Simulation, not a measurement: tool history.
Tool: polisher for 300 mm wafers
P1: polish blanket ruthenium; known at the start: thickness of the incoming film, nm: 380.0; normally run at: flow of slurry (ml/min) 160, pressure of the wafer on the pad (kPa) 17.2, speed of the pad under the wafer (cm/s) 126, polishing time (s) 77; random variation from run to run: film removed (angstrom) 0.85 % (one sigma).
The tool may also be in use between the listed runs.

| run | hour | flow of slurry (ml/min) | pressure of the wafer on the pad (kPa) | speed of the pad under the wafer (cm/s) | polishing time (s) | wafers polished on this pad | hours since the slurry nozzle was cleaned | hours since the head pressure was calibrated | film removed (angstrom) |
|---|---|---|---|---|---|---|---|---|---|
| 1 | 4.9 | 160 | 17.2 | 126 | 77 | 545 | 477.2 | 529.6 | 1393.5 |
| 2 | 11.8 | 205 | 17.2 | 126 | 52 | 597 | 484.1 | 536.5 | 980.5 |
| 3 | 19.1 | 160 | 17.2 | 126 | 77 | 652 | 491.4 | 543.8 | 1384.6 |
| 4 | 28.5 | 225 | 17.2 | 126 | 77 | 723 | 500.8 | 553.2 | 1450.2 |
| 5 | 36.1 | 160 | 17.2 | 126 | 77 | 780 | 508.4 | 560.8 | 1394.2 |
| 6 | 42 | 160 | 17.2 | 126 | 55 | 824 | 514.3 | 566.7 | 996.45 |
| 7 | 48.5 | 160 | 22.8 | 126 | 77 | 873 | 520.8 | 573.2 | 1847.6 |
| 8 | 59.6 | 160 | 17.2 | 60 | 77 | 956 | 531.9 | 584.3 | 659.66 |
| 9 | 69.9 | 160 | 17.2 | 126 | 77 | 1034 | 542.2 | 594.6 | 1391.6 |
| 10 | 77.4 | 160 | 10.3 | 126 | 77 | 1090 | 549.7 | 602.1 | 828.76 |
| 11 | 87.1 | 160 | 17.2 | 196 | 77 | 1163 | 559.4 | 611.8 | 2168.3 |
| 12 | 98 | 160 | 8.3 | 194 | 77 | 1245 | 570.3 | 622.7 | 1025 |
| 13 | 105.6 | 95 | 17.2 | 126 | 77 | 1302 | 577.9 | 630.3 | 1234.2 |
|  | 108.6 | worn pad replaced by a new one |
| 14 | 114.5 | 160 | 17.2 | 126 | 120 | 45 | 586.8 | 639.2 | 2170.5 |
| 15 | 125.1 | 160 | 17.2 | 126 | 77 | 124 | 597.4 | 649.8 | 1402.3 |
| 16 | 134.7 | 160 | 17.2 | 126 | 77 | 196 | 607 | 659.4 | 1356 |
| 17 | 145.6 | 160 | 17.2 | 126 | 77 | 278 | 617.9 | 670.3 | 1331.3 |
| 18 | 152.2 | 160 | 17.2 | 126 | 77 | 328 | 624.5 | 676.9 | 1349.7 |
| 19 | 157.6 | 160 | 17.2 | 126 | 77 | 369 | 629.9 | 682.3 | 1312.7 |
|  | 160.1 | worn pad replaced by a new one |
| 20 | 164.1 | 160 | 17.2 | 126 | 77 | 30 | 636.4 | 688.8 | 1324 |
| 21 | 172.4 | 160 | 17.2 | 126 | 77 | 92 | 644.7 | 697.1 | 1330 |
| 22 | 178.7 | 160 | 17.2 | 126 | 77 | 140 | 651 | 703.4 | 1311.2 |
| 23 | 185.2 | 160 | 17.2 | 126 | 77 | 189 | 657.5 | 709.9 | 1331.6 |

What P1 gives has crept away from where it was. These 2 causes fit the log equally well, each at the size given:
A: slurry flow missing at the pad, % = 26.7
B: head's pressure below its setpoint, % = 5.67
The creep began at about hour 125.1.
Why every other cause is out:
removal rate lost through wear of the pad, %: serviced at hour 160.1, which brought nothing back

4 check runs are offered, each on 5 wafers whose results are averaged, their results left as question marks. Which one tells the causes apart?
| check 1 | 191.7 | 160 | 17.2 | 190 | 77 |  |  |  | ? |
| check 2 | 191.7 | 95 | 17.2 | 86 | 77 |  |  |  | ? |
| check 3 | 191.7 | 160 | 12.4 | 126 | 116 |  |  |  | ? |
| check 4 | 191.7 | 160 | 17.2 | 172 | 77 |  |  |  | ? |

What each check would give under each cause:
| check | result | if A | if B |
|---|---|---|---|
| check 1 | film removed (angstrom) | 1978.1 | 1978.2 |
| check 2 | film removed (angstrom) | 776.23 | 803.38 |
| check 3 | film removed (angstrom) | 1422.9 | 1422.9 |
| check 4 | film removed (angstrom) | 1790.7 | 1790.8 |
How far apart the two closest causes lie, in the result that separates them most: check 1 0 %; check 2 3.44 %; check 3 0 %; check 4 0 %
Only check 2 tells the causes apart: in the others they would give nearly the same result.

Check 2 was then run and gave: film removed (angstrom) 804.58. Which cause is it?

It is B: head's pressure below its setpoint, %.
